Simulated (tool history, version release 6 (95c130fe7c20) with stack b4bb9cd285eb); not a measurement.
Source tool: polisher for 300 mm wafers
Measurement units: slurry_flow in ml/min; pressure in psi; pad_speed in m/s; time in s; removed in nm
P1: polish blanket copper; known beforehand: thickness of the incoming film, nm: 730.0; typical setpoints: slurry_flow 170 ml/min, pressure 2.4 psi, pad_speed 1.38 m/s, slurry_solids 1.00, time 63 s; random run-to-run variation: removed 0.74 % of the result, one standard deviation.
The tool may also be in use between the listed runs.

Run 1, day 0.446: slurry_flow 170 ml/min, pressure 2.4 psi, pad_speed 1.38 m/s, slurry_solids 1.00, time 63 s. Result: removed 261.13 nm.
Run 2, day 0.883: slurry_flow 170 ml/min, pressure 3.1 psi, pad_speed 1.92 m/s, slurry_solids 1.00, time 63 s. Result: removed 467.37 nm.
Run 3, day 1.254: slurry_flow 170 ml/min, pressure 2.4 psi, pad_speed 1.38 m/s, slurry_solids 1.00, time 35 s. Result: removed 143.27 nm.
Run 4, day 1.650: slurry_flow 170 ml/min, pressure 2.4 psi, pad_speed 1.38 m/s, slurry_solids 1.00, time 63 s. Result: removed 259.54 nm.
Run 5, day 2.183: slurry_flow 170 ml/min, pressure 2.4 psi, pad_speed 2.18 m/s, slurry_solids 1.00, time 63 s. Result: removed 410.76 nm.
Run 6, day 2.504: slurry_flow 170 ml/min, pressure 2.4 psi, pad_speed 1.38 m/s, slurry_solids 1.00, time 63 s. Result: removed 262.45 nm.
Run 7, day 3.083: slurry_flow 170 ml/min, pressure 2.4 psi, pad_speed 1.38 m/s, slurry_solids 1.00, time 63 s. Result: removed 258.35 nm.
Run 8, day 3.567: slurry_flow 100 ml/min, pressure 2.4 psi, pad_speed 1.38 m/s, slurry_solids 1.00, time 63 s. Result: removed 231.58 nm.
Run 9, day 4.167: slurry_flow 170 ml/min, pressure 3.2 psi, pad_speed 1.38 m/s, slurry_solids 1.00, time 63 s. Result: removed 346.07 nm.
Run 10, day 4.533: slurry_flow 170 ml/min, pressure 2.4 psi, pad_speed 1.38 m/s, slurry_solids 1.00, time 63 s. Result: removed 259.15 nm.
Run 11, day 4.946: slurry_flow 170 ml/min, pressure 2.4 psi, pad_speed 1.38 m/s, slurry_solids 1.00, time 97 s. Result: removed 399.55 nm.
Run 12, day 5.371: slurry_flow 170 ml/min, pressure 1.1 psi, pad_speed 1.38 m/s, slurry_solids 1.00, time 63 s. Result: removed 120.68 nm.
Run 13, day 5.975: slurry_flow 170 ml/min, pressure 2.4 psi, pad_speed 0.66 m/s, slurry_solids 1.00, time 63 s. Result: removed 123.94 nm.
Run 14, day 6.350: slurry_flow 170 ml/min, pressure 2.4 psi, pad_speed 1.38 m/s, slurry_solids 0.50, time 63 s. Result: removed 224.46 nm.
Run 15, day 6.842: slurry_flow 170 ml/min, pressure 2.4 psi, pad_speed 1.38 m/s, slurry_solids 0.55, time 45 s. Result: removed 163.08 nm.
Run 16, day 7.375: slurry_flow 170 ml/min, pressure 2.4 psi, pad_speed 1.38 m/s, slurry_solids 1.00, time 63 s. Result: removed 258.91 nm.
Run 17, day 7.879: slurry_flow 170 ml/min, pressure 2.4 psi, pad_speed 1.38 m/s, slurry_solids 1.30, time 63 s. Result: removed 271.21 nm.
Run 18, day 8.375: slurry_flow 245 ml/min, pressure 2.4 psi, pad_speed 1.38 m/s, slurry_solids 1.00, time 63 s. Result: removed 272.03 nm.
Run 19, day 8.671: slurry_flow 170 ml/min, pressure 2.4 psi, pad_speed 1.38 m/s, slurry_solids 1.00, time 63 s. Result: removed 259.07 nm.
Run 20, day 9.229: slurry_flow 170 ml/min, pressure 2.4 psi, pad_speed 1.38 m/s, slurry_solids 1.00, time 63 s. Result: removed 247.39 nm.
Run 21, day 9.812: slurry_flow 170 ml/min, pressure 2.4 psi, pad_speed 1.38 m/s, slurry_solids 1.00, time 63 s. Result: removed 242.11 nm.
At day 9.838: slurry blender recalibrated.
Run 22, day 10.088: slurry_flow 170 ml/min, pressure 2.4 psi, pad_speed 1.38 m/s, slurry_solids 1.00, time 63 s. Result: removed 239.02 nm.
Run 23, day 10.642: slurry_flow 170 ml/min, pressure 2.4 psi, pad_speed 1.38 m/s, slurry_solids 1.00, time 63 s. Result: removed 240.37 nm.
At day 11.033: head pressure recalibrated.
Run 24, day 11.246: slurry_flow 170 ml/min, pressure 2.4 psi, pad_speed 1.38 m/s, slurry_solids 1.00, time 63 s. Result: removed 237.31 nm.
Run 25, day 11.567: slurry_flow 170 ml/min, pressure 2.4 psi, pad_speed 1.38 m/s, slurry_solids 1.00, time 63 s. Result: removed 237.32 nm.
Run 26, day 11.879: slurry_flow 170 ml/min, pressure 2.4 psi, pad_speed 1.38 m/s, slurry_solids 1.00, time 63 s. Result: removed 235.22 nm.

What P1 gives has crept away from where it was. These 2 causes fit the log equally well, each at the size given:
A: slurry flow missing at the pad, % = 37.6
B: removal rate lost through wear of the pad, % = 8.65
Onset of the creep was near day 8.671.
Ruled out, with reasons:
head's pressure below its setpoint, %: serviced after onset, at day 11.033, with no recovery of the prior output
abrasive missing from the slurry, %: serviced after onset, at day 9.838, with no recovery of the prior output

Which of the check runs below tells the causes apart, meaning the causes would give it clearly different results? Each run uses 5 wafers whose results are averaged, and each result is shown as a question mark.
Run check 1, day 12.192: slurry_flow 240 ml/min, pressure 2.4 psi, pad_speed 1.38 m/s, slurry_solids 1.00, time 63 s. Result: removed ?.
Run check 2, day 12.192: slurry_flow 170 ml/min, pressure 2.9 psi, pad_speed 1.38 m/s, slurry_solids 1.00, time 63 s. Result: removed ?.
Run check 3, day 12.192: slurry_flow 170 ml/min, pressure 2.4 psi, pad_speed 2.06 m/s, slurry_solids 1.00, time 88 s. Result: removed ?.
Run check 4, day 12.192: slurry_flow 170 ml/min, pressure 2.4 psi, pad_speed 1.86 m/s, slurry_solids 1.00, time 63 s. Result: removed ?.

Predicted outcomes, by check and by cause:
  check   result    if A    if B
check 1  removed  253.18  246.98
check 2  removed  285.31  285.28
check 3  removed  492.34  492.28
check 4  removed  318.25  318.21
Separation of the two closest causes in each check, using whichever result separates them best: check 1 2.48 %; check 2 0.01 %; check 3 0.01 %; check 4 0.01 %
Only check 1 tells the causes apart: in the others they would give nearly the same result.

After running check 1, the following was obtained: removed 252.42 nm. Which cause does this point to?

It is A: slurry flow missing at the pad, %.

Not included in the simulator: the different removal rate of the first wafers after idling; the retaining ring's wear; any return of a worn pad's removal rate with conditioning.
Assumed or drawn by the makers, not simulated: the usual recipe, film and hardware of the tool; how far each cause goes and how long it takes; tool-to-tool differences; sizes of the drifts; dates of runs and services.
